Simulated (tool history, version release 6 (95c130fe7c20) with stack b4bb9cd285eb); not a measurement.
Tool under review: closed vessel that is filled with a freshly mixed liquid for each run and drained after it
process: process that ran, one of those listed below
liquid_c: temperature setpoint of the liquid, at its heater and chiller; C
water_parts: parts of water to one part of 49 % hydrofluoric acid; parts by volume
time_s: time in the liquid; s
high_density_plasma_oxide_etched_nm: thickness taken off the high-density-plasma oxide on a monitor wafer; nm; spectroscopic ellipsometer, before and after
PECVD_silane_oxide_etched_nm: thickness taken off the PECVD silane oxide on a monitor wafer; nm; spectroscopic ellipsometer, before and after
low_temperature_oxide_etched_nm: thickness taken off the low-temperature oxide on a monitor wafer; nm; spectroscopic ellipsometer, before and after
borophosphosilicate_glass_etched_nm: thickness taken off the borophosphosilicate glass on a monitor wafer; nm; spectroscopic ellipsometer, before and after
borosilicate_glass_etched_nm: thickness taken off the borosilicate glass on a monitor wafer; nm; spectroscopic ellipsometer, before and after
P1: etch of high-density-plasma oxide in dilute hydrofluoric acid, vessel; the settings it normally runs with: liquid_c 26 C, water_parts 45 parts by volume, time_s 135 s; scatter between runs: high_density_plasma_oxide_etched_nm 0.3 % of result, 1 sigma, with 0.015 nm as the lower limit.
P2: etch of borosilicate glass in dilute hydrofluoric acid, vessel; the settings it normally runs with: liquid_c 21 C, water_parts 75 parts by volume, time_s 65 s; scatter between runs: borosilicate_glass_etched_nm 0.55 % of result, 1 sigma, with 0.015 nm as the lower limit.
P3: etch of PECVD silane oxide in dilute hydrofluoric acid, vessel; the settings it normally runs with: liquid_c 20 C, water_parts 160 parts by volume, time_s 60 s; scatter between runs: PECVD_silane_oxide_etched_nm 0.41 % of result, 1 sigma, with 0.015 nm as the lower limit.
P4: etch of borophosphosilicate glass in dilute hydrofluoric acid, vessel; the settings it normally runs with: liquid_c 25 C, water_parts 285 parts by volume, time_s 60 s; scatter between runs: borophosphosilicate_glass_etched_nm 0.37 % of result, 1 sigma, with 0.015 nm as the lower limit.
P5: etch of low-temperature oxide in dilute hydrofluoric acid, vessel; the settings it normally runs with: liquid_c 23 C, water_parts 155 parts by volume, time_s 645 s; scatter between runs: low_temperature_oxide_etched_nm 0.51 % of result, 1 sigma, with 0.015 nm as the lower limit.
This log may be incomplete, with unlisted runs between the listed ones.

| run | hour | process | liquid_c | water_parts | time_s | high_density_plasma_oxide_etched_nm | PECVD_silane_oxide_etched_nm | low_temperature_oxide_etched_nm | borophosphosilicate_glass_etched_nm | borosilicate_glass_etched_nm |
|---|---|---|---|---|---|---|---|---|---|---|
| 1 | 8.5 | P1 | 26 | 45 | 135 | 20.874 |  |  |  |  |
| 2 | 22.1 | P1 | 19.5 | 65 | 135 | 10.791 |  |  |  |  |
| 3 | 32.9 | P3 | 20 | 160 | 60 |  | 8.9076 |  |  |  |
| 4 | 51.8 | P1 | 26 | 20 | 135 | 48.655 |  |  |  |  |
| 5 | 70.9 | P1 | 26 | 45 | 270 | 42.147 |  |  |  |  |
| 6 | 82.4 | P5 | 23 | 155 | 645 |  |  | 49.959 |  |  |
| 7 | 100.7 | P1 | 26 | 45 | 135 | 20.954 |  |  |  |  |
| 8 | 117.7 | P1 | 26 | 45 | 135 | 20.805 |  |  |  |  |
| 9 | 129.2 | P4 | 25 | 285 | 30 |  |  |  | 7.723 |  |
| 10 | 147.5 | P5 | 23 | 155 | 255 |  |  | 19.854 |  |  |
| 11 | 159.3 | P1 | 26 | 45 | 65 | 10.094 |  |  |  |  |
| 12 | 172.5 | P2 | 21 | 75 | 110 |  |  |  |  | 49.313 |
| 13 | 187.3 | P2 | 21 | 75 | 65 |  |  |  |  | 29.248 |
| 14 | 203.1 | P5 | 23 | 65 | 645 |  |  | 132.43 |  |  |
| 15 | 215.6 | P3 | 20 | 160 | 105 |  | 15.525 |  |  |  |
| 16 | 231.9 | P4 | 25 | 285 | 60 |  |  |  | 15.518 |  |
| 17 | 247.1 | P3 | 20 | 295 | 60 |  | 4.2162 |  |  |  |
| 18 | 259.4 | P1 | 26 | 45 | 135 | 21.029 |  |  |  |  |
| 19 | 278.1 | P4 | 25 | 175 | 60 |  |  |  | 28.19 |  |
| 20 | 289.1 | P1 | 26 | 45 | 135 | 20.964 |  |  |  |  |
| 21 | 301.4 | P5 | 23 | 155 | 645 |  |  | 49.757 |  |  |
| 22 | 313.2 | P5 | 27 | 155 | 645 |  |  | 58.056 |  |  |
| 23 | 331.7 | P2 | 17 | 75 | 65 |  |  |  |  | 24.552 |
| 24 | 350 | P1 | 26 | 45 | 135 | 20.907 |  |  |  |  |
| 25 | 369.2 | P1 | 20 | 45 | 135 | 16.408 |  |  |  |  |
| 26 | 377.9 | P3 | 20 | 160 | 60 |  | 8.8071 |  |  |  |
| 27 | 388.9 | P4 | 20.5 | 285 | 60 |  |  |  | 13.136 |  |
| 28 | 398.6 | P2 | 21 | 40 | 65 |  |  |  |  | 56.765 |

Forecast run 29:
| 29 | 416 | P3 | 17 | 160 | 60 |  | ? |  |  |  |

Run 29 yielded PECVD_silane_oxide_etched_nm 7.8902 nm.
